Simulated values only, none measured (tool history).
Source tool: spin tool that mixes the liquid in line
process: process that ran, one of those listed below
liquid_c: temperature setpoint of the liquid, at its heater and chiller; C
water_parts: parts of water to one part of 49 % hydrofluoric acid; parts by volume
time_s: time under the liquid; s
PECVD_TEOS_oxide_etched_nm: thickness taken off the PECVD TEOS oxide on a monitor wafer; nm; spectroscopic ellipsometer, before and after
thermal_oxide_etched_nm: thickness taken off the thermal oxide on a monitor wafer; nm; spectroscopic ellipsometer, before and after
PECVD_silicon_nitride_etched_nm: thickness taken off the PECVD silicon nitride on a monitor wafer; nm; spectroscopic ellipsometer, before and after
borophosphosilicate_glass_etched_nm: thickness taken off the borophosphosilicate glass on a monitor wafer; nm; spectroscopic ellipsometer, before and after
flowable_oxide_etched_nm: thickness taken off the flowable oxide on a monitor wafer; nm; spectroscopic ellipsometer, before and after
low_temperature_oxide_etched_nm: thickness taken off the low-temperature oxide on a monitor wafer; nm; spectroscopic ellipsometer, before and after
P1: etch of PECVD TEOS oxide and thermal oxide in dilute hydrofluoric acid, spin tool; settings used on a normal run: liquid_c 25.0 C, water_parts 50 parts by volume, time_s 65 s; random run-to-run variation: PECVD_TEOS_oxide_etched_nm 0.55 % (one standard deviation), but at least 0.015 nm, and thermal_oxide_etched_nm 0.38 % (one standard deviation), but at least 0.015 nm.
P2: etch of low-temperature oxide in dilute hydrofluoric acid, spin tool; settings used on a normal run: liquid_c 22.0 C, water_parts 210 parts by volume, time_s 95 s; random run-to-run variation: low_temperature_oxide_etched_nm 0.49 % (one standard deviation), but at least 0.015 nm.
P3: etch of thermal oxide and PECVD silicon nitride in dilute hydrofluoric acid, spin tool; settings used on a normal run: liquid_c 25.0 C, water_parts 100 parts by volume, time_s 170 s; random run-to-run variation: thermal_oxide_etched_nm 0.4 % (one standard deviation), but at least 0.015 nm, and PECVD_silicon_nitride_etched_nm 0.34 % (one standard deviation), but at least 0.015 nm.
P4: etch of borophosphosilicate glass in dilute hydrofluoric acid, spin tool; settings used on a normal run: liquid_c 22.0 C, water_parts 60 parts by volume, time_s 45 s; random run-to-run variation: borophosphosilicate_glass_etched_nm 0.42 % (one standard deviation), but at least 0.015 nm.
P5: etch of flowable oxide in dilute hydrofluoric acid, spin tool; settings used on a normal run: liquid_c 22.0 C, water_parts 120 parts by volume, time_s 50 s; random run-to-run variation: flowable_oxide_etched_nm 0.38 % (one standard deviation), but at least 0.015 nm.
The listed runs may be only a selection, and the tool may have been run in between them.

run,hour,process,liquid_c,water_parts,time_s,PECVD_TEOS_oxide_etched_nm,thermal_oxide_etched_nm,PECVD_silicon_nitride_etched_nm,borophosphosilicate_glass_etched_nm,flowable_oxide_etched_nm,low_temperature_oxide_etched_nm
1,6.0,P1,25.0,50,65,41.8630,6.7602,,,,
2,14.7,P3,25.0,100,305,,14.0200,11.1980,,,
3,22.2,P4,22.0,60,20,,,,8.3303,,
4,28.3,P1,25.0,50,65,41.5250,6.8676,,,,
5,37.5,P4,22.0,60,45,,,,18.9320,,
6,44.6,P1,29.0,50,65,48.8650,8.0600,,,,
7,51.3,P5,17.0,120,50,,,,,9.1673,
8,58.4,P1,25.0,50,110,70.5120,11.6110,,,,
9,64.3,P2,22.0,80,95,,,,,,21.2570
10,71.2,P1,20.0,50,110,57.2650,9.3513,,,,
11,81.6,P5,22.0,30,50,,,,,50.4530,
12,93.6,P1,20.5,50,65,34.5450,5.6469,,,,
# hour 96.2: thermometer replaced
13,105.6,P1,25.0,50,15,9.5905,1.5735,,,,
14,112.1,P2,22.0,210,95,,,,,,7.0832
15,119.7,P3,25.0,100,170,,7.8046,6.2009,,,
16,129.7,P1,25.0,25,65,85.5450,14.2240,,,,
17,137.6,P2,17.0,210,95,,,,,,5.8495
18,147.2,P3,29.5,100,170,,9.3258,8.3462,,,
19,156.6,P4,30.0,60,45,,,,25.9960,,
20,165.3,P1,18.5,75,65,20.5900,3.3652,,,,
21,173.9,P1,25.0,75,65,26.6310,4.4080,,,,
22,179.8,P5,22.0,120,50,,,,,11.2960,
23,190.9,P5,22.0,120,95,,,,,21.2490,
24,201.7,P1,25.0,50,65,41.4540,6.8120,,,,
25,212.6,P3,25.0,45,170,,18.6190,13.7050,,,
26,221.1,P1,25.0,50,65,41.4710,6.8398,,,,
27,228.3,P2,22.0,210,180,,,,,,13.2620
28,233.8,P1,19.5,50,105,53.4160,8.7303,,,,
29,242.1,P4,22.0,105,45,,,,10.2900,,
30,253.9,P1,25.0,50,65,41.6460,6.8013,,,,
31,266.0,P1,25.0,50,65,41.6050,6.8207,,,,
32,271.7,P1,25.0,50,65,42.3020,6.9593,,,,
33,282.8,P1,25.0,50,65,43.5680,7.1964,,,,
34,291.1,P1,25.0,50,65,44.3040,7.2427,,,,
35,302.2,P1,25.0,50,65,44.6370,7.3282,,,,
36,313.4,P1,25.0,50,65,45.3490,7.3959,,,,
37,324.1,P1,25.0,50,65,45.0420,7.4428,,,,
38,329.8,P1,25.0,50,65,45.4390,7.4506,,,,
39,340.5,P1,25.0,50,65,45.0320,7.4905,,,,

Compared with where it was, what P1 gives has crept away. Each cause listed below fits the log as well as the rest, at the size given for it:
A: liquid hotter than its thermometer reads (K) = 2.02
B: hydrofluoric acid flow above the setpoint (%) = 7.98
The onset of the drift is placed at about hour 266.0.

Which of the 4 check runs listed below separates the causes, so that each cause would produce a clearly different result? Each run uses one wafer, and its results are marked with question marks.
check 1,351.2,P4,25.5,60,45,,,,?,,
check 2,351.2,P5,22.0,35,85,,,,,?,
check 3,351.2,P2,17.0,115,95,,,,,,?
check 4,351.2,P3,25.0,100,235,,?,?,,,

What every check run would give for each of its results, assuming each possible cause in turn:
check,result,if A,if B
check 1,borophosphosilicate_glass_etched_nm,23.6270,23.6730
check 2,flowable_oxide_etched_nm,79.0580,78.6950
check 3,low_temperature_oxide_etched_nm,12.6170,12.6390
check 4,thermal_oxide_etched_nm,11.6900,11.7790
check 4,PECVD_silicon_nitride_etched_nm,9.8289,9.3032
Minimum pairwise separation of causes per check, each pair taken at its best-separating result: check 1 0.19 %; check 2 0.46 %; check 3 0.18 %; check 4 5.5 %
Of the check runs offered, only check 4 discriminates between the causes; the rest would read about the same regardless of which cause applies.

Check 4 has now been run. It gave: thermal_oxide_etched_nm 11.7590 nm; PECVD_silicon_nitride_etched_nm 9.2619 nm. Which of the candidate causes is it?

Of the candidate causes, it is B: hydrofluoric acid flow above the setpoint (%).
